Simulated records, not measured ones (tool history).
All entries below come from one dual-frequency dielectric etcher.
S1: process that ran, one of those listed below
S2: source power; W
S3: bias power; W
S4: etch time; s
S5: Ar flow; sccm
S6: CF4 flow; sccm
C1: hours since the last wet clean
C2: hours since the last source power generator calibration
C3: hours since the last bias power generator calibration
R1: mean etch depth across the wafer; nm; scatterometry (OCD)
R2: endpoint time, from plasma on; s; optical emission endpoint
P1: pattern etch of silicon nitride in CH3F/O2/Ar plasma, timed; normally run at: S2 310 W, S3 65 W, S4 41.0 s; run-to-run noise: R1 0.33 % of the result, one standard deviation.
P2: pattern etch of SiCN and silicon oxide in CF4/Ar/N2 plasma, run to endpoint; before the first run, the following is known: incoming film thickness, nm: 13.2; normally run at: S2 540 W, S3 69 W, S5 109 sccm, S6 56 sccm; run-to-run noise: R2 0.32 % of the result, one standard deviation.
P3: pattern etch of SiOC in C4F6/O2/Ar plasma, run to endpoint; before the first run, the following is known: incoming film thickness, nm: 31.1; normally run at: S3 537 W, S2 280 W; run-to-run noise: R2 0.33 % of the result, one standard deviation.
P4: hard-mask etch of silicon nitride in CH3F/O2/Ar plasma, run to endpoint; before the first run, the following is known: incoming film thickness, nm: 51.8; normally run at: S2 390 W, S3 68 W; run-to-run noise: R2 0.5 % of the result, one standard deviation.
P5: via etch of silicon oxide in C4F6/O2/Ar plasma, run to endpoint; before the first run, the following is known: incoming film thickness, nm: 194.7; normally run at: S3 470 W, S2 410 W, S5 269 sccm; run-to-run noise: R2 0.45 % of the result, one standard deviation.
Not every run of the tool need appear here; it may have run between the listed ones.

| run | hour | S1 | S2 | S3 | S4 | S5 | S6 | C1 | C2 | C3 | R1 | R2 |
|---|---|---|---|---|---|---|---|---|---|---|---|---|
| 1 | 9.7 | P1 | 310 | 65 | 41.0 |  |  | 78.9 | 750.8 | 989.9 | 24.286 |  |
| 2 | 23.9 | P4 | 550 | 68 |  |  |  | 93.1 | 765.0 | 1004.1 |  | 66.200 |
| 3 | 37.2 | P2 | 540 | 69 |  | 109 | 73 | 106.4 | 778.3 | 1017.4 |  | 13.279 |
| 4 | 49.4 | P1 | 310 | 65 | 41.0 |  |  | 118.6 | 790.5 | 1029.6 | 24.365 |  |
| 5 | 63.2 | P5 | 310 | 470 |  | 269 |  | 132.4 | 804.3 | 1043.4 |  | 48.814 |
| 6 | 77.4 | P4 | 390 | 90 |  |  |  | 146.6 | 818.5 | 1057.6 |  | 67.983 |
| 7 | 87.8 | P1 | 360 | 65 | 22.5 |  |  | 157.0 | 828.9 | 1068.0 | 14.182 |  |
| 8 | 100.4 | P5 | 410 | 470 |  | 203 |  | 169.6 | 841.5 | 1080.6 |  | 42.875 |
| 9 | 110.5 | P1 | 400 | 65 | 41.0 |  |  | 179.7 | 851.6 | 1090.7 | 26.877 |  |
| 10 | 122.9 | P1 | 310 | 65 | 41.0 |  |  | 192.1 | 864.0 | 1103.1 | 24.417 |  |
| 11 | 138.5 | P4 | 390 | 68 |  |  |  | 207.7 | 879.6 | 1118.7 |  | 75.406 |
| 12 | 154.9 | P1 | 310 | 86 | 41.0 |  |  | 224.1 | 896.0 | 1135.1 | 26.873 |  |
| 13 | 162.8 | P1 | 310 | 65 | 51.5 |  |  | 232.0 | 903.9 | 1143.0 | 30.486 |  |
| 14 | 180.3 | P2 | 400 | 69 |  | 109 | 56 | 249.5 | 921.4 | 1160.5 |  | 18.059 |
| 15 | 191.7 | P5 | 410 | 470 |  | 269 |  | 260.9 | 932.8 | 1171.9 |  | 43.905 |
| 16 | 205.3 | P3 | 200 | 537 |  |  |  | 274.5 | 946.4 | 1185.5 |  | 12.777 |
| 17 | 222.2 | P1 | 310 | 42 | 41.0 |  |  | 291.4 | 963.3 | 1202.4 | 21.072 |  |
| 18 | 230.8 | P4 | 390 | 68 |  |  |  | 300.0 | 971.9 | 1211.0 |  | 76.473 |
| 19 | 247.0 | P5 | 410 | 314 |  | 269 |  | 316.2 | 988.1 | 1227.2 |  | 50.549 |
| 20 | 257.6 | P1 | 310 | 65 | 41.0 |  |  | 326.8 | 998.7 | 1237.8 | 24.342 |  |
| 21 | 266.9 | P2 | 540 | 95 |  | 109 | 56 | 336.1 | 1008.0 | 1247.1 |  | 12.390 |
| 22 | 278.2 | P2 | 540 | 69 |  | 81 | 56 | 347.4 | 1019.3 | 1258.4 |  | 13.206 |
| 23 | 286.6 | P1 | 310 | 65 | 41.0 |  |  | 355.8 | 1027.7 | 1266.8 | 24.499 |  |
| 24 | 300.9 | P1 | 310 | 65 | 41.0 |  |  | 370.1 | 1042.0 | 1281.1 | 24.287 |  |
| 25 | 317.2 | P2 | 540 | 69 |  | 109 | 56 | 386.4 | 1058.3 | 1297.4 |  | 13.860 |
| 26 | 335.2 | P3 | 280 | 537 |  |  |  | 404.4 | 1076.3 | 1315.4 |  | 11.318 |
| 27 | 352.7 | P1 | 310 | 65 | 23.0 |  |  | 421.9 | 1093.8 | 1332.9 | 13.581 |  |
| 28 | 370.4 | P1 | 210 | 65 | 41.0 |  |  | 439.6 | 1111.5 | 1350.6 | 20.921 |  |
| 29 | 382.9 | P3 | 280 | 691 |  |  |  | 452.1 | 1124.0 | 1363.1 |  | 10.233 |
| 30 | 391.1 | P1 | 310 | 65 | 41.0 |  |  | 460.3 | 1132.2 | 1371.3 | 24.363 |  |
| 31 | 402.0 | P1 | 310 | 65 | 41.0 |  |  | 471.2 | 1143.1 | 1382.2 | 24.549 |  |
| 32 | 417.3 | P1 | 310 | 65 | 41.0 |  |  | 486.5 | 1158.4 | 1397.5 | 24.593 |  |
| 33 | 429.9 | P1 | 310 | 65 | 41.0 |  |  | 499.1 | 1171.0 | 1410.1 | 24.548 |  |
|  | 435.9 | wet clean of the chamber |
| 34 | 438.3 | P1 | 310 | 65 | 41.0 |  |  | 2.5 | 1179.4 | 1418.5 | 24.803 |  |
| 35 | 447.4 | P1 | 310 | 65 | 41.0 |  |  | 11.6 | 1188.5 | 1427.6 | 24.750 |  |
| 36 | 464.0 | P1 | 310 | 65 | 41.0 |  |  | 28.2 | 1205.1 | 1444.2 | 24.796 |  |
| 37 | 480.9 | P1 | 310 | 65 | 41.0 |  |  | 45.1 | 1222.0 | 1461.1 | 24.745 |  |
| 38 | 492.2 | P1 | 310 | 65 | 41.0 |  |  | 56.4 | 1233.3 | 1472.4 | 24.861 |  |

Compared with where it was, what P1 gives has crept away. Each cause listed below fits the log as well as the rest, at the size given for it:
A: bias power that arrives over what is set, % = 4.88
B: source power that arrives over what is set, % = 4.4
The gradual shift began around hour 391.1.
Other possible causes, and why each is ruled out:
chamber walls in a state that raises the etch rate, %: work on it at hour 435.9, done after the drift set in, did not restore what the process gave before

The list below offers 4 check runs, each averaging the results of 2 wafers, and shows each result as a question mark. For which of them would the listed causes give clearly different results?
| check 1 | 503.5 | P3 | 200 | 677 |  |  |  |  |  |  |  | ? |
| check 2 | 503.5 | P2 | 540 | 92 |  | 109 | 68 |  |  |  |  | ? |
| check 3 | 503.5 | P5 | 310 | 470 |  | 219 |  |  |  |  |  | ? |
| check 4 | 503.5 | P4 | 550 | 85 |  |  |  |  |  |  |  | ? |

What every check run would give for each of its results, assuming each possible cause in turn:
| check | result | if A | if B |
|---|---|---|---|
| check 1 | R2 | 11.478 | 11.520 |
| check 2 | R2 | 11.976 | 11.730 |
| check 3 | R2 | 46.869 | 46.966 |
| check 4 | R2 | 60.314 | 60.334 |
How far apart the two closest causes lie, in the result that separates them most: check 1 0.36 %; check 2 2.07 %; check 3 0.21 %; check 4 0.03 %
The causes can be told apart only by check 2. The other checks would give nearly the same results under each of them.

Check 2 was carried out, with these results: R2 11.972 s. Which of the listed causes is responsible?

It was cause A: bias power that arrives over what is set, %.
